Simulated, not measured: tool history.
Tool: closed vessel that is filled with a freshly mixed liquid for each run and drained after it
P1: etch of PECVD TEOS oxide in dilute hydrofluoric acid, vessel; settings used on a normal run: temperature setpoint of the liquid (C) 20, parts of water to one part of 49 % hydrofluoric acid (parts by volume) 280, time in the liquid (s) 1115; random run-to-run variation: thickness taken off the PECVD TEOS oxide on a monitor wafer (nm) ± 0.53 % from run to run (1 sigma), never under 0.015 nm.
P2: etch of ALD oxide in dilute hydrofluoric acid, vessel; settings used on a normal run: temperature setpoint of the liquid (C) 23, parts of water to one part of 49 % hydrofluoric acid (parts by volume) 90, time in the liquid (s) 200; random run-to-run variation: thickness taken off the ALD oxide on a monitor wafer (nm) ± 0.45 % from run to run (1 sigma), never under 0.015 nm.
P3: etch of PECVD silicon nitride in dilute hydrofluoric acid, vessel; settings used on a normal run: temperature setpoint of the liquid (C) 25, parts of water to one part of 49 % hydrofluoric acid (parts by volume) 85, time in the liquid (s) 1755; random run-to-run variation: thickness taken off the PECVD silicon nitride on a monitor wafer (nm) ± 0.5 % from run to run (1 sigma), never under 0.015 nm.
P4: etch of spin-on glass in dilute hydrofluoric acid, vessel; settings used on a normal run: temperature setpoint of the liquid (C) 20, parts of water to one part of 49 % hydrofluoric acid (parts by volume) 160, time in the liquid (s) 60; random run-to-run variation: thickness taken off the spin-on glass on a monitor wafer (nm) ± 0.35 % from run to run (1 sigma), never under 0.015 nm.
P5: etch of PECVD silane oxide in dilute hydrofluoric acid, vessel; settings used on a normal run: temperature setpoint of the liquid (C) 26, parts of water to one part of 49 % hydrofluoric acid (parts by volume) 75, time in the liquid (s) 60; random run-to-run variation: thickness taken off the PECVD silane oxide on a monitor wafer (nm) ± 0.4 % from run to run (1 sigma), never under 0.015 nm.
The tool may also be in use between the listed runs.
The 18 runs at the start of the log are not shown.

run   hour  process that ran  temperature setpoint of the liquid (C)  parts of water to one part of 49 % hydrofluoric acid (parts by volume)  time in the liquid (s)  hours since the thermometer was replaced  hours since the hydrofluoric acid flow meter was replaced  thickness taken off the PECVD TEOS oxide on a monitor wafer (nm)  thickness taken off the PECVD silane oxide on a monitor wafer (nm)  thickness taken off the spin-on glass on a monitor wafer (nm)  thickness taken off the ALD oxide on a monitor wafer (nm)  thickness taken off the PECVD silicon nitride on a monitor wafer (nm)
 19  103.9                P1                                      20                                                                     280                    1115                                     384.6                                                         30                                                            51.761
 20  110.4                P4                                      20                                                                     255                      60                                     391.1                                                       36.5                                                                                                                                                                                               7.4788
 21  116.3                P3                                      17                                                                      85                    1755                                       397                                                       42.4                                                                                                                                                                                                                                                                                                                                 33.897
 22  121.9                P1                                      17                                                                     280                    1670                                     402.6                                                         48                                                            68.513
 23  127.4                P4                                      20                                                                     160                      60                                     408.1                                                       53.5                                                                                                                                                                                               12.988
 24  133.4                P3                                      25                                                                     125                    1755                                     414.1                                                       59.5                                                                                                                                                                                                                                                                                                                                 39.294
 25  137.6                P3                                      25                                                                      85                    1755                                     418.3                                                       63.7                                                                                                                                                                                                                                                                                                                                 57.976
 26    142                P4                                      20                                                                     160                      60                                     422.7                                                       68.1                                                                                                                                                                                               13.012
 27  146.4                P1                                      20                                                                     280                     125                                     427.1                                                       72.5                                                            5.8113

Run 28 has not been measured yet. What should we expect?
 28  151.8                P3                                      25                                                                      85                     705                                     432.5                                                       77.9                                                                                                                                                                                                                                                                                                                                      ?

{"run 28": {"thickness taken off the PECVD silicon nitride on a monitor wafer (nm)": 23.127}}

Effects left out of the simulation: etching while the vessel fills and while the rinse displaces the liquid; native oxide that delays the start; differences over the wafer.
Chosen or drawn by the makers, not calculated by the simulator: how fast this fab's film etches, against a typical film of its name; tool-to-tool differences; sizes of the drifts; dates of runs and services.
